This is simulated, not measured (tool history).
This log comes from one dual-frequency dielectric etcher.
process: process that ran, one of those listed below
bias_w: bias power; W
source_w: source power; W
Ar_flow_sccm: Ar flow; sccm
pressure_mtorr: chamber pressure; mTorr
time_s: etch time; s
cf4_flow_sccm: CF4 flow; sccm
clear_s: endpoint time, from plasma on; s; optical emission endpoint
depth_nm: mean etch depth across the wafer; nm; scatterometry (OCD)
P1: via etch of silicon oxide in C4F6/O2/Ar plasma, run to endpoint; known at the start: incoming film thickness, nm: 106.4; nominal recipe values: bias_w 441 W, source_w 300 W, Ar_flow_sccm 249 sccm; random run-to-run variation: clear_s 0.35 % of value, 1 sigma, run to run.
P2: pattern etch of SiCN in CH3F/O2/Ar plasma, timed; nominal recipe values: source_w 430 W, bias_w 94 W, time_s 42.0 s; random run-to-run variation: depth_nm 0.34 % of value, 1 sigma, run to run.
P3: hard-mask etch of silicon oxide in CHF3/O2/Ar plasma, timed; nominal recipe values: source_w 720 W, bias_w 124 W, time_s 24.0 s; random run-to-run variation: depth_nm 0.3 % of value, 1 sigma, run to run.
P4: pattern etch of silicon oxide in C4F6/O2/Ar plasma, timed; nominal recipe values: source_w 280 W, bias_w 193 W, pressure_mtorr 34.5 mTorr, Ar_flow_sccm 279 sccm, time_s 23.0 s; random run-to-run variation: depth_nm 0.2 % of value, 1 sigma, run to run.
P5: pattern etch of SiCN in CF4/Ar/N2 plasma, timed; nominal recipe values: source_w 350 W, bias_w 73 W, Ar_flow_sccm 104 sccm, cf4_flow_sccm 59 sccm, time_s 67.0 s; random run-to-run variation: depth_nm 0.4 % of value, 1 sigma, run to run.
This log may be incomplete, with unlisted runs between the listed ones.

run,day,process,bias_w,source_w,Ar_flow_sccm,pressure_mtorr,time_s,cf4_flow_sccm,hours since the last wet clean,hours since the last bias power generator calibration,hours since the last source power generator calibration,hours since the last Ar flow controller change,clear_s,depth_nm
1,0.738,P1,441,300,249,,,,453.8,491.0,1340.3,1298.5,26.587,
2,1.208,P4,193,280,279,34.5,23.0,,465.1,502.3,1351.6,1309.8,,65.431
3,1.675,P1,441,300,249,,,,476.3,513.5,1362.8,1321.0,26.538,
4,2.433,P3,124,720,,,24.0,,494.5,531.7,1381.0,1339.2,,43.912
5,2.921,P3,172,720,,,24.0,,506.2,543.4,1392.7,1350.9,,48.736
6,3.583,P4,193,280,196,34.5,23.0,,522.1,559.3,1408.6,1366.8,,67.910
7,4.279,P1,441,180,249,,,,538.8,576.0,1425.3,1383.5,32.333,
8,4.929,P1,312,300,249,,,,554.4,591.6,1440.9,1399.1,30.118,
9,5.425,P4,193,280,279,34.5,34.5,,566.3,603.5,1452.8,1411.0,,97.799
10,6.125,P3,124,720,,,34.0,,583.1,620.3,1469.6,1427.8,,62.283
11,6.567,P1,441,360,249,,,,593.7,630.9,1480.2,1438.4,24.891,
12,7.175,P5,73,350,134,,67.0,59,608.3,645.5,1494.8,1453.0,,42.965
13,7.888,P1,441,300,249,,,,625.4,662.6,1511.9,1470.1,26.442,
14,8.350,P4,193,350,279,34.5,23.0,,636.5,673.7,1523.0,1481.2,,70.879
15,9.025,P1,441,300,309,,,,652.7,689.9,1539.2,1497.4,27.289,
16,9.679,P4,193,280,279,48.0,23.0,,668.4,705.6,1554.9,1513.1,,62.491
17,10.154,P1,441,300,186,,,,679.8,717.0,1566.3,1524.5,25.802,
18,10.604,P1,441,300,249,,,,690.6,727.8,1577.1,1535.3,26.565,
19,10.946,P1,441,300,249,,,,698.8,736.0,1585.3,1543.5,26.754,
20,11.288,P5,73,350,104,,99.0,59,707.0,744.2,1593.5,1551.7,,66.043
21,11.979,P3,124,480,,,24.0,,723.6,760.8,1610.1,1568.3,,37.465
22,12.496,P5,73,350,104,,67.0,59,736.0,773.2,1622.5,1580.7,,44.357
23,13.012,P2,94,600,,,42.0,,748.4,785.6,1634.9,1593.1,,19.898
24,13.654,P5,73,350,104,,67.0,42,763.8,801.0,1650.3,1608.5,,42.033
25,14.025,P1,351,300,159,,,,772.7,809.9,1659.2,1617.4,27.542,
26,14.746,P1,588,300,249,,,,790.0,827.2,1676.5,1634.7,23.888,
27,15.500,P5,73,210,104,,67.0,59,808.1,845.3,1694.6,1652.8,,28.623
28,16.262,P5,50,350,104,,67.0,59,826.4,863.6,1712.9,1671.1,,38.856
29,16.967,P2,128,430,,,42.0,,843.3,880.5,1729.8,1688.0,,19.569
30,17.392,P2,94,430,,,53.5,,853.5,890.7,1740.0,1698.2,,22.333
31,18.108,P4,117,280,279,34.5,23.0,,870.7,907.9,1757.2,1715.4,,55.585
32,18.562,P2,94,430,,,42.0,,881.6,918.8,1768.1,1726.3,,17.377
33,18.896,P1,441,300,249,,,,889.6,926.8,1776.1,1734.3,26.651,
34,19.383,P1,441,300,249,,,,901.3,938.5,1787.8,1746.0,26.958,
35,19.858,P1,441,300,249,,,,912.7,949.9,1799.2,1757.4,27.067,
36,20.354,P1,441,300,249,,,,924.6,961.8,1811.1,1769.3,27.201,
37,20.754,P1,441,300,249,,,,934.2,971.4,1820.7,1778.9,27.048,
# day 20.800: wet clean of the chamber
38,21.096,P1,441,300,249,,,,7.1,979.6,1828.9,1787.1,27.094,
39,21.575,P1,441,300,249,,,,18.6,991.1,1840.4,1798.6,27.134,
40,21.908,P1,441,300,249,,,,26.6,999.1,1848.4,1806.6,27.270,

The log shows P1 creeping away from where it was. Any of the 2 causes listed here, at the size stated for it, fits the log just as well as the others:
A: source power that arrives under what is set, % = 4.67
B: bias power that arrives under what is set, % = 4.64
The onset of the drift is placed at about day 18.896.
Why every other cause is out:
chamber walls in a state that lowers the etch rate, %: was serviced at day 20.800, once the creep was under way, yet the earlier output never came back
Ar flow that arrives over what is set, %: at its largest 8, which would move clear_s by +0.9 %, too little to match the creep or of the wrong sign

Which of the 4 check runs listed below, each an average over 2 wafers with its results shown as question marks, gives clearly different results under the different listed causes?
check 1,22.242,P4,193,340,279,34.5,34.0,,,,,,,?
check 2,22.242,P3,168,720,,,24.0,,,,,,,?
check 3,22.242,P5,73,220,104,,94.0,59,,,,,,?
check 4,22.242,P2,94,580,,,52.5,,,,,,,?

What every check run would give for each of its results, assuming each possible cause in turn:
check,result,if A,if B
check 1,depth_nm,101.880,102.200
check 2,depth_nm,47.506,47.648
check 3,depth_nm,39.962,40.922
check 4,depth_nm,23.995,24.010
Per-check spread between the two closest causes, in the result where they differ most: check 1 0.31 %; check 2 0.3 %; check 3 2.38 %; check 4 0.06 %
The causes can be told apart only by check 3. The other checks would give nearly the same results under each of them.

Check 3 was then run and gave: depth_nm 40.883 nm. Which cause is it?

B is the cause: bias power that arrives under what is set, %.

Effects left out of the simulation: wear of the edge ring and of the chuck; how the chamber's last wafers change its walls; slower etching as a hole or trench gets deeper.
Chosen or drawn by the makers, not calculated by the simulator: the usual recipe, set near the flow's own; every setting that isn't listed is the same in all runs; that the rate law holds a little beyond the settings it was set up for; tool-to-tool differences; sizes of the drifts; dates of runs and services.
